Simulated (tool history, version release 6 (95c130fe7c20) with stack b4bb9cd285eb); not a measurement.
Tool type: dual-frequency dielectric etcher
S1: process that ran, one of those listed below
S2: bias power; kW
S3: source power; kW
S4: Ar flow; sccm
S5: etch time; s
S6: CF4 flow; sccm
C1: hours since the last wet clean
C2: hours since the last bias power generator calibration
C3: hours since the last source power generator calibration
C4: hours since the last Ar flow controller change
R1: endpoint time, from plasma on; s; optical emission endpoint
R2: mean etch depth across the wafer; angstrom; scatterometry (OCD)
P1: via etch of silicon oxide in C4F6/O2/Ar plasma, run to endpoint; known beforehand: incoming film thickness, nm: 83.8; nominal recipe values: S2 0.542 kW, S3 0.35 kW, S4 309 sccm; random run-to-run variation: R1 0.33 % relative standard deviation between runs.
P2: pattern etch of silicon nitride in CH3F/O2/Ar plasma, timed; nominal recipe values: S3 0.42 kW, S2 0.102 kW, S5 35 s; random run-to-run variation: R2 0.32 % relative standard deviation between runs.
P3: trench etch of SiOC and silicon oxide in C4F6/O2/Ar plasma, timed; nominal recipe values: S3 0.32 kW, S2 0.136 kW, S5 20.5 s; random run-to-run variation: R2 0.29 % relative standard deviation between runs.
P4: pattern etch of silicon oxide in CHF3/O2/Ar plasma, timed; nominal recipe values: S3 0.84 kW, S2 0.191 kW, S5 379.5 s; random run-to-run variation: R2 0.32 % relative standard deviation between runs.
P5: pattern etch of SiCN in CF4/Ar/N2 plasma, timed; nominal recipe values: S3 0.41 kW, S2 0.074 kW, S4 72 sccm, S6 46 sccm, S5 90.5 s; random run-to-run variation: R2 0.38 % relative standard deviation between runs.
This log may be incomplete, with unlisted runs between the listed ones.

Run 1, hour 10.6: S1 P1, S2 0.542 kW, S3 0.35 kW, S4 309 sccm; C1 228.5; C2 2187.3; C3 752.5; C4 782.5. Result: R1 18.473 s.
Run 2, hour 20.9: S1 P1, S2 0.542 kW, S3 0.35 kW, S4 309 sccm; C1 238.8; C2 2197.6; C3 762.8; C4 792.8. Result: R1 18.406 s.
Run 3, hour 29.7: S1 P2, S2 0.102 kW, S3 0.42 kW, S5 26 s; C1 247.6; C2 2206.4; C3 771.6; C4 801.6. Result: R2 208.92 angstrom.
Run 4, hour 38.7: S1 P2, S2 0.145 kW, S3 0.42 kW, S5 35 s; C1 256.6; C2 2215.4; C3 780.6; C4 810.6. Result: R2 318.18 angstrom.
Run 5, hour 46: S1 P2, S2 0.102 kW, S3 0.42 kW, S5 35 s; C1 263.9; C2 2222.7; C3 787.9; C4 817.9. Result: R2 280.09 angstrom.
Run 6, hour 54.8: S1 P4, S2 0.191 kW, S3 1 kW, S5 379.5 s; C1 272.7; C2 2231.5; C3 796.7; C4 826.7. Result: R2 9553.2 angstrom.
Run 7, hour 66.5: S1 P1, S2 0.542 kW, S3 0.35 kW, S4 309 sccm; C1 284.4; C2 2243.2; C3 808.4; C4 838.4. Result: R1 18.397 s.
Run 8, hour 76.9: S1 P5, S2 0.074 kW, S3 0.41 kW, S4 72 sccm, S5 59 s, S6 46 sccm; C1 294.8; C2 2253.6; C3 818.8; C4 848.8. Result: R2 454.73 angstrom.
Run 9, hour 86.1: S1 P1, S2 0.542 kW, S3 0.35 kW, S4 412 sccm; C1 304; C2 2262.8; C3 828; C4 858. Result: R1 19.068 s.
Run 10, hour 96.8: S1 P2, S2 0.102 kW, S3 0.28 kW, S5 35 s; C1 314.7; C2 2273.5; C3 838.7; C4 868.7. Result: R2 241.44 angstrom.
Run 11, hour 107.6: S1 P3, S2 0.136 kW, S3 0.32 kW, S5 20.5 s; C1 325.5; C2 2284.3; C3 849.5; C4 879.5. Result: R2 346.13 angstrom.
Run 12, hour 120.5: S1 P5, S2 0.074 kW, S3 0.51 kW, S4 72 sccm, S5 90.5 s, S6 46 sccm; C1 338.4; C2 2297.2; C3 862.4; C4 892.4. Result: R2 846.24 angstrom.
Run 13, hour 133.5: S1 P1, S2 0.542 kW, S3 0.35 kW, S4 309 sccm; C1 351.4; C2 2310.2; C3 875.4; C4 905.4. Result: R1 18.572 s.
Run 14, hour 146: S1 P5, S2 0.074 kW, S3 0.41 kW, S4 72 sccm, S5 90.5 s, S6 46 sccm; C1 363.9; C2 2322.7; C3 887.9; C4 917.9. Result: R2 697.25 angstrom.
Run 15, hour 158.2: S1 P3, S2 0.136 kW, S3 0.39 kW, S5 20.5 s; C1 376.1; C2 2334.9; C3 900.1; C4 930.1. Result: R2 375.16 angstrom.
Run 16, hour 169.7: S1 P5, S2 0.074 kW, S3 0.41 kW, S4 72 sccm, S5 90.5 s, S6 56 sccm; C1 387.6; C2 2346.4; C3 911.6; C4 941.6. Result: R2 718.35 angstrom.
Run 17, hour 175.9: S1 P1, S2 0.542 kW, S3 0.42 kW, S4 309 sccm; C1 393.8; C2 2352.6; C3 917.8; C4 947.8. Result: R1 17.315 s.
Run 18, hour 185.4: S1 P1, S2 0.542 kW, S3 0.27 kW, S4 309 sccm; C1 403.3; C2 2362.1; C3 927.3; C4 957.3. Result: R1 20.385 s.
Run 19, hour 192.1: S1 P1, S2 0.728 kW, S3 0.35 kW, S4 309 sccm; C1 410; C2 2368.8; C3 934; C4 964. Result: R1 16.445 s.
Run 20, hour 201.3: S1 P3, S2 0.136 kW, S3 0.32 kW, S5 20.5 s; C1 419.2; C2 2378; C3 943.2; C4 973.2. Result: R2 347.48 angstrom.
Run 21, hour 209.9: S1 P5, S2 0.074 kW, S3 0.41 kW, S4 85 sccm, S5 90.5 s, S6 46 sccm; C1 427.8; C2 2386.6; C3 951.8; C4 981.8. Result: R2 679.9 angstrom.
Run 22, hour 219.7: S1 P4, S2 0.191 kW, S3 0.84 kW, S5 379.5 s; C1 437.6; C2 2396.4; C3 961.6; C4 991.6. Result: R2 8956.9 angstrom.
At hour 221.7: source power generator calibrated.
Run 23, hour 226.3: S1 P3, S2 0.18 kW, S3 0.32 kW, S5 20.5 s; C1 444.2; C2 2403; C3 4.7; C4 998.2. Result: R2 376.68 angstrom.
Run 24, hour 235: S1 P5, S2 0.097 kW, S3 0.41 kW, S4 72 sccm, S5 90.5 s, S6 46 sccm; C1 452.9; C2 2411.7; C3 13.4; C4 1006.9. Result: R2 770.76 angstrom.
Run 25, hour 244: S1 P1, S2 0.542 kW, S3 0.35 kW, S4 309 sccm; C1 461.9; C2 2420.7; C3 22.4; C4 1015.9. Result: R1 18.578 s.
Run 26, hour 255.8: S1 P1, S2 0.354 kW, S3 0.35 kW, S4 309 sccm; C1 473.7; C2 2432.5; C3 34.2; C4 1027.7. Result: R1 21.561 s.
Run 27, hour 268.5: S1 P4, S2 0.272 kW, S3 0.84 kW, S5 379.5 s; C1 486.4; C2 2445.2; C3 46.9; C4 1040.4. Result: R2 10054 angstrom.
Run 28, hour 279.2: S1 P3, S2 0.136 kW, S3 0.32 kW, S5 26.5 s; C1 497.1; C2 2455.9; C3 57.6; C4 1051.1. Result: R2 446.25 angstrom.
Run 29, hour 290.9: S1 P1, S2 0.542 kW, S3 0.35 kW, S4 182 sccm; C1 508.8; C2 2467.6; C3 69.3; C4 1062.8. Result: R1 17.419 s.
Run 30, hour 301.9: S1 P1, S2 0.542 kW, S3 0.43 kW, S4 207 sccm; C1 519.8; C2 2478.6; C3 80.3; C4 1073.8. Result: R1 16.458 s.
Run 31, hour 308.1: S1 P4, S2 0.191 kW, S3 0.84 kW, S5 208.5 s; C1 526; C2 2484.8; C3 86.5; C4 1080. Result: R2 4900.9 angstrom.
Run 32, hour 316.9: S1 P1, S2 0.542 kW, S3 0.35 kW, S4 309 sccm; C1 534.8; C2 2493.6; C3 95.3; C4 1088.8. Result: R1 18.428 s.
Run 33, hour 324.8: S1 P1, S2 0.542 kW, S3 0.35 kW, S4 309 sccm; C1 542.7; C2 2501.5; C3 103.2; C4 1096.7. Result: R1 18.658 s.
Run 34, hour 336: S1 P1, S2 0.542 kW, S3 0.35 kW, S4 309 sccm; C1 553.9; C2 2512.7; C3 114.4; C4 1107.9. Result: R1 18.771 s.
Run 35, hour 348.4: S1 P1, S2 0.542 kW, S3 0.35 kW, S4 309 sccm; C1 566.3; C2 2525.1; C3 126.8; C4 1120.3. Result: R1 18.74 s.
At hour 357.4: wet clean of the chamber.
Run 36, hour 360.9: S1 P1, S2 0.542 kW, S3 0.35 kW, S4 309 sccm; C1 3.5; C2 2537.6; C3 139.3; C4 1132.8. Result: R1 18.788 s.
Run 37, hour 372.3: S1 P1, S2 0.542 kW, S3 0.35 kW, S4 309 sccm; C1 14.9; C2 2549; C3 150.7; C4 1144.2. Result: R1 18.782 s.
Run 38, hour 380.4: S1 P1, S2 0.542 kW, S3 0.35 kW, S4 309 sccm; C1 23; C2 2557.1; C3 158.8; C4 1152.3. Result: R1 18.812 s.
Run 39, hour 389.5: S1 P1, S2 0.542 kW, S3 0.35 kW, S4 309 sccm; C1 32.1; C2 2566.2; C3 167.9; C4 1161.4. Result: R1 18.721 s.
Run 40, hour 399.5: S1 P1, S2 0.542 kW, S3 0.35 kW, S4 309 sccm; C1 42.1; C2 2576.2; C3 177.9; C4 1171.4. Result: R1 18.718 s.
Run 41, hour 405.9: S1 P1, S2 0.542 kW, S3 0.35 kW, S4 309 sccm; C1 48.5; C2 2582.6; C3 184.3; C4 1177.8. Result: R1 18.858 s.
Run 42, hour 416.9: S1 P1, S2 0.542 kW, S3 0.35 kW, S4 309 sccm; C1 59.5; C2 2593.6; C3 195.3; C4 1188.8. Result: R1 18.865 s.

The log shows P1 creeping away from where it was. Any of the 2 causes listed here, at the size stated for it, fits the log just as well as the others:
A: source power that arrives under what is set, % = 4.73
B: bias power that arrives under what is set, % = 4.57
The drift started at roughly hour 316.9.
All other causes, with the reason each is excluded:
chamber walls in a state that lowers the etch rate, %: its service at hour 357.4 followed the start of the drift and did not put the process back to its old value
Ar flow that arrives over what is set, %: 8 at the very most, moving R1 by +0.9 %, which is either too weak or the wrong sign

4 check runs are offered, each on 2 wafers whose results are averaged, their results left as question marks. Which one tells the causes apart?
Run check 1, hour 427.9: S1 P3, S2 0.136 kW, S3 0.32 kW, S5 20.5 s. Result: R2 ?.
Run check 2, hour 427.9: S1 P2, S2 0.102 kW, S3 0.42 kW, S5 35 s. Result: R2 ?.
Run check 3, hour 427.9: S1 P4, S2 0.191 kW, S3 0.84 kW, S5 379.5 s. Result: R2 ?.
Run check 4, hour 427.9: S1 P5, S2 0.074 kW, S3 0.41 kW, S4 72 sccm, S5 90.5 s, S6 46 sccm. Result: R2 ?.

What each check would give under each cause:
  check  result    if A    if B
check 1      R2   339.2  340.91
check 2      R2  275.88  276.13
check 3      R2  8762.5  8789.9
check 4      R2  669.07  686.58
Gap, in per cent, between the two causes that each check separates least, read from the result that separates them most: check 1 0.5 %; check 2 0.09 %; check 3 0.31 %; check 4 2.58 %
Only check 4 tells the causes apart: in the others they would give nearly the same result.

Here is what check 4 returned: R2 683.59 angstrom. Which cause is it?

It is B: bias power that arrives under what is set, %.

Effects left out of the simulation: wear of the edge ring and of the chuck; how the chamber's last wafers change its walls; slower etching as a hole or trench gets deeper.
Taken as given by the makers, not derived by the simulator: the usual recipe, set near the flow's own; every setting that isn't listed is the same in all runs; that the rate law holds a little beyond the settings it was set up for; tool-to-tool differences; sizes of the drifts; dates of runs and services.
